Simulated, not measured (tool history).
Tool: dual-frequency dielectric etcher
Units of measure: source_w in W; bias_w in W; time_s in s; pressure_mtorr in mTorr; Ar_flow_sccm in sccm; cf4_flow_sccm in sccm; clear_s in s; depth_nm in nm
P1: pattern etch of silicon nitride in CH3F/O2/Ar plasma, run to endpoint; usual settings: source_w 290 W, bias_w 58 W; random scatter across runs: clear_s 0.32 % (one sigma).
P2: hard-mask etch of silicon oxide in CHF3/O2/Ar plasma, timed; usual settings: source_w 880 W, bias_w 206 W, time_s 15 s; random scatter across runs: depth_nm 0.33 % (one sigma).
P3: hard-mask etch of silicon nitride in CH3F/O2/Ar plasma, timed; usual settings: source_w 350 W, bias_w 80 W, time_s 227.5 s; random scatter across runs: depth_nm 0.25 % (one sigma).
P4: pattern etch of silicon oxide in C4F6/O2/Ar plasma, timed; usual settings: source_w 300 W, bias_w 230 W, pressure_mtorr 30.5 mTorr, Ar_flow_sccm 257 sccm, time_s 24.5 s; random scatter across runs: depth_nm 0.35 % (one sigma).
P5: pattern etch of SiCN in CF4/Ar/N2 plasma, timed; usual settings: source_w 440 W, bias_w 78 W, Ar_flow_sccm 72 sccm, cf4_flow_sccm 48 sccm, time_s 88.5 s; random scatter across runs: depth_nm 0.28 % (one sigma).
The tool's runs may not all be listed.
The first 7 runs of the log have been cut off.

run	hour	process	source_w	bias_w	time_s	pressure_mtorr	Ar_flow_sccm	cf4_flow_sccm	hours since the last wet clean	hours since the last source power generator calibration	hours since the last bias power generator calibration	clear_s	depth_nm
8	31.4	P5	440	53	88.5		72	48	275.5	2555	1144.9		66.182
9	35.3	P1	390	71					279.4	2558.9	1148.8	74.886	
10	38.3	P1	210	43					282.4	2561.9	1151.8	111.31	
11	41.9	P5	440	78	88.5		72	48	286	2565.5	1155.4		75.325
12	45.4	P1	370	58					289.5	2569	1158.9	82.041	
13	49.7	P2	880	206	15				293.8	2573.3	1163.2		35.53
14	52.1	P5	440	78	116		72	48	296.2	2575.7	1165.6		98.093
15	54.9	P2	880	206	15				299	2578.5	1168.4		35.773
16	57.3	P2	880	277	15				301.4	2580.9	1170.8		39.566
17	59.4	P3	490	80	227.5				303.5	2583	1172.9		185.56
18	63.5	P1	290	58					307.6	2587.1	1177	89.773	
19	66.3	P4	300	230	14.5	30.5	257		310.4	2589.9	1179.8		46.259
20	69.2	P1	360	76					313.3	2592.8	1182.7	75.374	
21	71.3	P5	440	78	88.5		72	48	315.4	2594.9	1184.8		75.167
22	75	P5	440	78	88.5		45	48	319.1	2598.6	1188.5		80.602
23	78.8	P4	200	230	24.5	30.5	257		322.9	2602.4	1192.3		67.459
24	82.7	P5	610	78	88.5		72	48	326.8	2606.3	1196.2		101.08

Expected results for the next run?
25	85.7	P4	300	230	24.5	38.5	257		329.8	2609.3	1199.2		?

depth_nm: 76.391 nm

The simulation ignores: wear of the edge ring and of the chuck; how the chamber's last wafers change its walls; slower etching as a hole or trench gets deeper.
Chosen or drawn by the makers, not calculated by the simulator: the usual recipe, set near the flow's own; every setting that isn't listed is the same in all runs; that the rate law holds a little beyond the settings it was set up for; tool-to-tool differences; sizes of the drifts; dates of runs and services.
